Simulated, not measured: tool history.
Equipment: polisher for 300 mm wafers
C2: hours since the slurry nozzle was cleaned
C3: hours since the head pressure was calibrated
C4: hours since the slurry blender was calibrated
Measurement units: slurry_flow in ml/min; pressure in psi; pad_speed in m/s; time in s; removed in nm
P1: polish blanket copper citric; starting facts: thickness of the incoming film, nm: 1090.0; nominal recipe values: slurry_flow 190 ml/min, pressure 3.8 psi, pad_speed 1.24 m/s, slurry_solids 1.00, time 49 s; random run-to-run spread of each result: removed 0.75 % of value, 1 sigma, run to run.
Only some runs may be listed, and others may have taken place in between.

{"run": 1, "hour": 4.3, "slurry_flow": 190, "pressure": 3.8, "pad_speed": 1.24, "slurry_solids": 1.0, "time": 49, "wafers polished on this pad": 773, "C2": 465.0, "C3": 996.1, "C4": 36.0, "removed": 185.44}
{"run": 2, "hour": 11.3, "slurry_flow": 190, "pressure": 3.8, "pad_speed": 0.62, "slurry_solids": 1.0, "time": 49, "wafers polished on this pad": 822, "C2": 472.0, "C3": 1003.1, "C4": 43.0, "removed": 94.078}
{"run": 3, "hour": 15.1, "slurry_flow": 190, "pressure": 3.8, "pad_speed": 1.24, "slurry_solids": 0.55, "time": 49, "wafers polished on this pad": 848, "C2": 475.8, "C3": 1006.9, "C4": 46.8, "removed": 163.6}
{"run": 4, "hour": 18.9, "slurry_flow": 190, "pressure": 3.8, "pad_speed": 1.24, "slurry_solids": 1.0, "time": 49, "wafers polished on this pad": 874, "C2": 479.6, "C3": 1010.7, "C4": 50.6, "removed": 183.41}
{"run": 5, "hour": 24.2, "slurry_flow": 275, "pressure": 2.3, "pad_speed": 1.24, "slurry_solids": 1.0, "time": 49, "wafers polished on this pad": 911, "C2": 484.9, "C3": 1016.0, "C4": 55.9, "removed": 118.42}
{"run": 6, "hour": 29.3, "slurry_flow": 190, "pressure": 5.3, "pad_speed": 1.24, "slurry_solids": 1.0, "time": 49, "wafers polished on this pad": 946, "C2": 490.0, "C3": 1021.1, "C4": 61.0, "removed": 258.7}
{"run": 7, "hour": 34.6, "slurry_flow": 115, "pressure": 3.8, "pad_speed": 1.24, "slurry_solids": 1.0, "time": 49, "wafers polished on this pad": 983, "C2": 495.3, "C3": 1026.4, "C4": 66.3, "removed": 170.13}
{"run": 8, "hour": 41.5, "slurry_flow": 190, "pressure": 3.8, "pad_speed": 1.24, "slurry_solids": 1.0, "time": 71, "wafers polished on this pad": 1031, "C2": 502.2, "C3": 1033.3, "C4": 73.2, "removed": 268.17}
{"run": 9, "hour": 46.7, "slurry_flow": 190, "pressure": 3.8, "pad_speed": 1.24, "slurry_solids": 1.35, "time": 49, "wafers polished on this pad": 1067, "C2": 507.4, "C3": 1038.5, "C4": 78.4, "removed": 198.01}
{"run": 10, "hour": 51.2, "slurry_flow": 190, "pressure": 3.8, "pad_speed": 1.24, "slurry_solids": 0.65, "time": 68, "wafers polished on this pad": 1098, "C2": 511.9, "C3": 1043.0, "C4": 82.9, "removed": 232.93}
{"run": 11, "hour": 55.2, "slurry_flow": 190, "pressure": 3.8, "pad_speed": 1.24, "slurry_solids": 1.0, "time": 49, "wafers polished on this pad": 1126, "C2": 515.9, "C3": 1047.0, "C4": 86.9, "removed": 186.11}
{"run": 12, "hour": 60.1, "slurry_flow": 190, "pressure": 3.8, "pad_speed": 1.88, "slurry_solids": 1.0, "time": 49, "wafers polished on this pad": 1160, "C2": 520.8, "C3": 1051.9, "C4": 91.8, "removed": 279.87}
{"run": 13, "hour": 65.5, "slurry_flow": 190, "pressure": 2.1, "pad_speed": 1.24, "slurry_solids": 1.0, "time": 49, "wafers polished on this pad": 1197, "C2": 526.2, "C3": 1057.3, "C4": 97.2, "removed": 104.84}
{"run": 14, "hour": 71.2, "slurry_flow": 190, "pressure": 3.8, "pad_speed": 1.24, "slurry_solids": 1.0, "time": 27, "wafers polished on this pad": 1237, "C2": 531.9, "C3": 1063.0, "C4": 102.9, "removed": 102.35}
{"run": 15, "hour": 75.1, "slurry_flow": 280, "pressure": 3.8, "pad_speed": 1.24, "slurry_solids": 1.0, "time": 49, "wafers polished on this pad": 1264, "C2": 535.8, "C3": 1066.9, "C4": 106.8, "removed": 194.92}
{"run": 16, "hour": 80.7, "slurry_flow": 255, "pressure": 3.8, "pad_speed": 1.24, "slurry_solids": 1.0, "time": 69, "wafers polished on this pad": 1303, "C2": 541.4, "C3": 1072.5, "C4": 112.4, "removed": 273.01}
{"run": 17, "hour": 88.7, "slurry_flow": 190, "pressure": 3.8, "pad_speed": 1.24, "slurry_solids": 1.0, "time": 49, "wafers polished on this pad": 1358, "C2": 549.4, "C3": 1080.5, "C4": 120.4, "removed": 186.55}
{"run": 18, "hour": 95.6, "slurry_flow": 190, "pressure": 3.8, "pad_speed": 1.24, "slurry_solids": 1.0, "time": 49, "wafers polished on this pad": 1406, "C2": 556.3, "C3": 1087.4, "C4": 127.3, "removed": 186.56}
{"run": 19, "hour": 100.4, "slurry_flow": 190, "pressure": 3.8, "pad_speed": 1.24, "slurry_solids": 1.0, "time": 49, "wafers polished on this pad": 1439, "C2": 561.1, "C3": 1092.2, "C4": 132.1, "removed": 184.77}
{"run": 20, "hour": 108.3, "slurry_flow": 190, "pressure": 3.8, "pad_speed": 1.24, "slurry_solids": 1.0, "time": 49, "wafers polished on this pad": 1494, "C2": 569.0, "C3": 1100.1, "C4": 140.0, "removed": 179.09}
{"hour": 113.2, "done": "worn pad replaced by a new one"}
{"run": 21, "hour": 114.1, "slurry_flow": 190, "pressure": 3.8, "pad_speed": 1.24, "slurry_solids": 1.0, "time": 49, "wafers polished on this pad": 6, "C2": 574.8, "C3": 1105.9, "C4": 145.8, "removed": 176.66}
{"hour": 117.1, "done": "head pressure recalibrated"}
{"run": 22, "hour": 118.5, "slurry_flow": 190, "pressure": 3.8, "pad_speed": 1.24, "slurry_solids": 1.0, "time": 49, "wafers polished on this pad": 37, "C2": 579.2, "C3": 1.4, "C4": 150.2, "removed": 171.93}
{"run": 23, "hour": 125.8, "slurry_flow": 190, "pressure": 3.8, "pad_speed": 1.24, "slurry_solids": 1.0, "time": 49, "wafers polished on this pad": 87, "C2": 586.5, "C3": 8.7, "C4": 157.5, "removed": 174.48}
{"run": 24, "hour": 130.3, "slurry_flow": 190, "pressure": 3.8, "pad_speed": 1.24, "slurry_solids": 1.0, "time": 49, "wafers polished on this pad": 119, "C2": 591.0, "C3": 13.2, "C4": 162.0, "removed": 174.37}
{"run": 25, "hour": 135.7, "slurry_flow": 190, "pressure": 3.8, "pad_speed": 1.24, "slurry_solids": 1.0, "time": 49, "wafers polished on this pad": 156, "C2": 596.4, "C3": 18.6, "C4": 167.4, "removed": 174.23}

What P1 gives has crept away from where it was. These 2 causes fit the log equally well, each at the size given:
A: abrasive missing from the slurry, % = 27.9
B: slurry flow missing at the pad, % = 33.4
The process output started creeping at around hour 100.4.
What rules out each remaining cause:
removal rate lost through wear of the pad, %: serviced after onset, at hour 113.2, with no recovery of the prior output
head's pressure below its setpoint, %: serviced after onset, at hour 117.1, with no recovery of the prior output

Each of the check runs listed below is run on 2 wafers and reports their average, with the results left as question marks. Pick the one under which the possible causes would lead to clearly different results.
{"run": "check 1", "hour": 141.1, "slurry_flow": 190, "pressure": 3.8, "pad_speed": 1.24, "slurry_solids": 0.55, "time": 49, "removed": "?"}
{"run": "check 2", "hour": 141.1, "slurry_flow": 115, "pressure": 2.6, "pad_speed": 1.24, "slurry_solids": 1.0, "time": 49, "removed": "?"}
{"run": "check 3", "hour": 141.1, "slurry_flow": 190, "pressure": 5.2, "pad_speed": 1.24, "slurry_solids": 1.0, "time": 49, "removed": "?"}
{"run": "check 4", "hour": 141.1, "slurry_flow": 190, "pressure": 3.8, "pad_speed": 0.98, "slurry_solids": 1.0, "time": 49, "removed": "?"}

How each check would come out, cause by cause:
check=check_1 result=removed if_A=153.780 if_B=152.970
check=check_2 result=removed if_A=109.110 if_B=104.900
check=check_3 result=removed if_A=235.880 if_B=235.860
check=check_4 result=removed if_A=137.360 if_B=137.350
Gap, in per cent, between the two causes that each check separates least, read from the result that separates them most: check 1 0.53 %; check 2 3.94 %; check 3 0.01 %; check 4 0.01 %
Check 2 tells the causes apart: in the others they would give nearly the same result.

Check 2 has now been run. It gave: removed 108.620 nm. Which of the candidate causes is it?

The correct cause is A, namely: abrasive missing from the slurry, %.

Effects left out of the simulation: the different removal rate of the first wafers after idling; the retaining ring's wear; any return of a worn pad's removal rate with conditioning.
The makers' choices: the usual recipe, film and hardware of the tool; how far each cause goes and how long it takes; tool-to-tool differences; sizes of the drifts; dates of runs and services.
